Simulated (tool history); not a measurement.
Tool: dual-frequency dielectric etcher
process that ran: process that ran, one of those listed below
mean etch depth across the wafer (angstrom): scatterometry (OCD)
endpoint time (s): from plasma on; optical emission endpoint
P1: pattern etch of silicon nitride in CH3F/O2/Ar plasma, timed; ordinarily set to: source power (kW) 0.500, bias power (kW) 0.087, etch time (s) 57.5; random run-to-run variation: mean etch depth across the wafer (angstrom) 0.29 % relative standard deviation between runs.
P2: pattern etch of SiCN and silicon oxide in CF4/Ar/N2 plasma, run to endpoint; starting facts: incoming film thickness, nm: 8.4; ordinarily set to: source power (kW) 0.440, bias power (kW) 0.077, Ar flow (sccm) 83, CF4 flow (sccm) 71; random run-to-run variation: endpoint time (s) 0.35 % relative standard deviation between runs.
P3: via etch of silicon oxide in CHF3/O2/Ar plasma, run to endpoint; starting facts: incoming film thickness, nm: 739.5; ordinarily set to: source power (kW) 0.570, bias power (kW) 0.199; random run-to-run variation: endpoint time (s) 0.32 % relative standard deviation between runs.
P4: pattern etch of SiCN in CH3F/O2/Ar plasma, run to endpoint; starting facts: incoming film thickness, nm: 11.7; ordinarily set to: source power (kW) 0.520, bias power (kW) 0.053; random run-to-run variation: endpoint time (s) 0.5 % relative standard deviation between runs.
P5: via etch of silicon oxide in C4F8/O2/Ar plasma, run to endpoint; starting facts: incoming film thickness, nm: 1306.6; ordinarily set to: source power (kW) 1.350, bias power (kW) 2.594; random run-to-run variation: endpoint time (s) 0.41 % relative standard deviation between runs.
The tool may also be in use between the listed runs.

run   hour  process that ran  source power (kW)  bias power (kW)  etch time (s)  Ar flow (sccm)  CF4 flow (sccm)  mean etch depth across the wafer (angstrom)  endpoint time (s)
  1    6.6                P1              0.500            0.087           57.5                                                                        467.87
  2   16.2                P1              0.500            0.087           57.5                                                                        468.37
  3   21.7                P4              0.520            0.073                                                                                                         27.0130
  4   27.4                P4              0.520            0.053                                                                                                         30.2180
  5   37.5                P5              1.350            2.594                                                                                                        281.1300
  6   44.9                P1              0.400            0.087           57.5                                                                        431.05
      53.0  -- bias power generator calibrated
  7   53.2                P1              0.390            0.087           78.5                                                                        583.78
  8   62.3                P2              0.350            0.077                             83               71                                                         11.8570
  9   71.4                P1              0.500            0.087           57.5                                                                        469.14
 10   81.0                P1              0.500            0.087           77.5                                                                        630.36
 11   87.5                P2              0.440            0.077                             64               71                                                          9.3550
 12   95.8                P3              0.570            0.271                                                                                                        318.2300
 13  104.9                P5              1.350            3.538                                                                                                        256.1800
 14  114.6                P2              0.440            0.061                             83               71                                                         10.3640
 15  119.3                P1              0.500            0.087           57.5                                                                        468.35
 16  124.9                P4              0.350            0.053                                                                                                         35.0110
     131.8  -- wet clean of the chamber
 17  132.9                P2              0.440            0.077                             83               71                                                          9.6481
 18  140.6                P3              0.800            0.199                                                                                                        314.9900
 19  148.3                P1              0.500            0.087           57.5                                                                        468.02
 20  152.7                P1              0.500            0.066           57.5                                                                        427.18
 21  159.5                P5              0.960            2.594                                                                                                        323.3400
 22  167.2                P1              0.630            0.087           57.5                                                                        510.23
 23  173.4                P1              0.500            0.087           57.5                                                                        469.09
 24  179.9                P1              0.500            0.107           57.5                                                                        503.04
 25  185.9                P2              0.440            0.077                             83               95                                                          9.3110
 26  194.1                P3              0.570            0.199                                                                                                        356.5700
 27  200.5                P1              0.500            0.087           31.5                                                                        256.73
 28  205.1                P3              0.570            0.199                                                                                                        355.5500
 29  211.3                P1              0.600            0.087           31.5                                                                        275.19
 30  216.1                P4              0.520            0.053                                                                                                         30.1210
 31  224.4                P1              0.660            0.087           81.5                                                                        734.25
 32  230.1                P1              0.500            0.087           57.5                                                                        468.10
 33  240.0                P1              0.500            0.087           57.5                                                                        470.92
 34  248.3                P1              0.500            0.087           57.5                                                                        470.61
 35  253.6                P1              0.500            0.087           57.5                                                                        471.94
 36  262.6                P1              0.500            0.087           57.5                                                                        477.44
 37  271.3                P1              0.500            0.087           57.5                                                                        471.76
 38  278.7                P1              0.500            0.087           57.5                                                                        473.90
     283.6  -- wet clean of the chamber
 39  286.2                P1              0.500            0.087           57.5                                                                        475.30
 40  294.4                P1              0.500            0.087           57.5                                                                        475.68
 41  298.9                P1              0.500            0.087           57.5                                                                        472.88
 42  304.3                P1              0.500            0.087           57.5                                                                        476.19
 43  311.7                P1              0.500            0.087           57.5                                                                        473.18

P1 has crept away from where it was. The log is fitted equally well by each of these 2 causes, at the sizes shown:
A: bias power that arrives over what is set, % = 4.14
B: source power that arrives over what is set, % = 3.87
At approximately hour 230.1, the process output began to creep.
Ruled out, with reasons:
chamber walls in a state that raises the etch rate, %: serviced at hour 283.6, after the change had begun; the process did not return to its earlier output

The list below offers 4 check runs, each averaging the results of 2 wafers, and shows each result as a question mark. For which of them would the listed causes give clearly different results?
check 1  319.1                P2              0.360            0.061                             83               71                                                               ?
check 2  319.1                P5              1.350            3.114                                                                                                               ?
check 3  319.1                P3              0.750            0.199                                                                                                               ?
check 4  319.1                P4              0.350            0.053                                                                                                               ?

If the cause were each of the candidates in turn, the checks would give the following:
  check             result      if A      if B
check 1  endpoint time (s)   12.3170   12.0650
check 2  endpoint time (s)  263.1000  262.6800
check 3  endpoint time (s)  316.5400  316.3000
check 4  endpoint time (s)   34.6540   34.6200
Separation of the two closest causes in each check, using whichever result separates them best: check 1 2.06 %; check 2 0.16 %; check 3 0.08 %; check 4 0.1 %
Of the check runs offered, only check 1 discriminates between the causes; the rest would read about the same regardless of which cause applies.

After running check 1, the following was obtained: endpoint time (s) 12.0770. Which cause does this point to?

It was cause B: source power that arrives over what is set, %.
